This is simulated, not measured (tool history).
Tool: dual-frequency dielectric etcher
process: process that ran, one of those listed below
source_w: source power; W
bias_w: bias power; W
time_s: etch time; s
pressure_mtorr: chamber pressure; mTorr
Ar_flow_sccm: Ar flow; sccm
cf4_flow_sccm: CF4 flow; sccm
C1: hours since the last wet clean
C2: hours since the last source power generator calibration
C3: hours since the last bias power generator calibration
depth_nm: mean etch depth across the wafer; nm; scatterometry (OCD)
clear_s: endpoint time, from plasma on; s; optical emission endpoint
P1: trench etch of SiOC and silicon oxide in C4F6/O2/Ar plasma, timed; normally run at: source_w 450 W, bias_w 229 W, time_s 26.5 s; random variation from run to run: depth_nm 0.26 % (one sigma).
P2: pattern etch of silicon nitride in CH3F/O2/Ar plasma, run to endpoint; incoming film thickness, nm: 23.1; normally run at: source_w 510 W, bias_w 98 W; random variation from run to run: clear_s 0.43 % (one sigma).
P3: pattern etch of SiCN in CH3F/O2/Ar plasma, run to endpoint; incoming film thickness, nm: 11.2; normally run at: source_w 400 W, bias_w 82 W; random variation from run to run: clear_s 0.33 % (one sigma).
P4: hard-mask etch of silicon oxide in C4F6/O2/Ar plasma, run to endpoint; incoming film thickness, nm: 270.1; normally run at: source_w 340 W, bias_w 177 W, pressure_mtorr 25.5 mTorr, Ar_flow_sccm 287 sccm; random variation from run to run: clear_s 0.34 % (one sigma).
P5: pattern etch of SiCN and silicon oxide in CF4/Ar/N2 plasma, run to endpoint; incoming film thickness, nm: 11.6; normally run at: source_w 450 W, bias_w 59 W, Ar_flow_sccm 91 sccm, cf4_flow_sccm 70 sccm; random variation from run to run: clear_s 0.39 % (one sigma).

{"run": 1, "hour": 11.8, "process": "P1", "source_w": 450, "bias_w": 229, "time_s": 26.5, "C1": 192.8, "C2": 1048.8, "C3": 3425.3, "depth_nm": 57.958}
{"run": 2, "hour": 21.0, "process": "P2", "source_w": 510, "bias_w": 66, "C1": 202.0, "C2": 1058.0, "C3": 3434.5, "clear_s": 32.202}
{"run": 3, "hour": 30.3, "process": "P4", "source_w": 340, "bias_w": 116, "pressure_mtorr": 25.5, "Ar_flow_sccm": 287, "C1": 211.3, "C2": 1067.3, "C3": 3443.8, "clear_s": 102.32}
{"run": 4, "hour": 40.0, "process": "P3", "source_w": 530, "bias_w": 82, "C1": 221.0, "C2": 1077.0, "C3": 3453.5, "clear_s": 26.41}
{"run": 5, "hour": 48.5, "process": "P4", "source_w": 340, "bias_w": 177, "pressure_mtorr": 35.5, "Ar_flow_sccm": 287, "C1": 229.5, "C2": 1085.5, "C3": 3462.0, "clear_s": 93.3}
{"run": 6, "hour": 57.4, "process": "P5", "source_w": 450, "bias_w": 59, "Ar_flow_sccm": 91, "cf4_flow_sccm": 70, "C1": 238.4, "C2": 1094.4, "C3": 3470.9, "clear_s": 14.406}
{"run": 7, "hour": 70.9, "process": "P3", "source_w": 400, "bias_w": 110, "C1": 251.9, "C2": 1107.9, "C3": 3484.4, "clear_s": 26.381}
{"run": 8, "hour": 78.9, "process": "P3", "source_w": 400, "bias_w": 82, "C1": 259.9, "C2": 1115.9, "C3": 3492.4, "clear_s": 29.429}
{"run": 9, "hour": 89.1, "process": "P5", "source_w": 450, "bias_w": 59, "Ar_flow_sccm": 63, "cf4_flow_sccm": 70, "C1": 270.1, "C2": 1126.1, "C3": 3502.6, "clear_s": 13.687}
{"run": 10, "hour": 104.6, "process": "P1", "source_w": 450, "bias_w": 229, "time_s": 26.5, "C1": 285.6, "C2": 1141.6, "C3": 3518.1, "depth_nm": 57.765}
{"run": 11, "hour": 111.7, "process": "P4", "source_w": 340, "bias_w": 177, "pressure_mtorr": 25.5, "Ar_flow_sccm": 287, "C1": 292.7, "C2": 1148.7, "C3": 3525.2, "clear_s": 90.109}
{"run": 12, "hour": 125.9, "process": "P1", "source_w": 310, "bias_w": 229, "time_s": 26.5, "C1": 306.9, "C2": 1162.9, "C3": 3539.4, "depth_nm": 50.317}
{"run": 13, "hour": 137.6, "process": "P1", "source_w": 450, "bias_w": 162, "time_s": 26.5, "C1": 318.6, "C2": 1174.6, "C3": 3551.1, "depth_nm": 51.912}
{"run": 14, "hour": 151.2, "process": "P1", "source_w": 580, "bias_w": 229, "time_s": 20.5, "C1": 332.2, "C2": 1188.2, "C3": 3564.7, "depth_nm": 49.39}
{"run": 15, "hour": 161.4, "process": "P5", "source_w": 450, "bias_w": 59, "Ar_flow_sccm": 91, "cf4_flow_sccm": 70, "C1": 342.4, "C2": 1198.4, "C3": 3574.9, "clear_s": 14.446}
{"run": 16, "hour": 174.6, "process": "P1", "source_w": 450, "bias_w": 229, "time_s": 26.5, "C1": 355.6, "C2": 1211.6, "C3": 3588.1, "depth_nm": 58.092}
{"run": 17, "hour": 184.4, "process": "P4", "source_w": 270, "bias_w": 177, "pressure_mtorr": 25.5, "Ar_flow_sccm": 287, "C1": 365.4, "C2": 1221.4, "C3": 3597.9, "clear_s": 98.188}
{"run": 18, "hour": 198.6, "process": "P1", "source_w": 450, "bias_w": 167, "time_s": 18.0, "C1": 379.6, "C2": 1235.6, "C3": 3612.1, "depth_nm": 35.695}
{"hour": 206.2, "done": "wet clean of the chamber"}
{"run": 19, "hour": 209.0, "process": "P5", "source_w": 450, "bias_w": 59, "Ar_flow_sccm": 91, "cf4_flow_sccm": 93, "C1": 2.8, "C2": 1246.0, "C3": 3622.5, "clear_s": 13.777}
{"run": 20, "hour": 219.5, "process": "P1", "source_w": 450, "bias_w": 229, "time_s": 35.5, "C1": 13.3, "C2": 1256.5, "C3": 3633.0, "depth_nm": 77.573}
{"run": 21, "hour": 234.4, "process": "P2", "source_w": 510, "bias_w": 98, "C1": 28.2, "C2": 1271.4, "C3": 3647.9, "clear_s": 28.358}
{"run": 22, "hour": 248.7, "process": "P5", "source_w": 620, "bias_w": 59, "Ar_flow_sccm": 91, "cf4_flow_sccm": 70, "C1": 42.5, "C2": 1285.7, "C3": 3662.2, "clear_s": 10.877}

Forecast run 23:
{"run": 23, "hour": 262.5, "process": "P1", "source_w": 450, "bias_w": 229, "time_s": 26.5, "C1": 56.3, "C2": 1299.5, "C3": 3676.0, "depth_nm": "?"}

{"run 23": {"depth_nm": 58.148}}
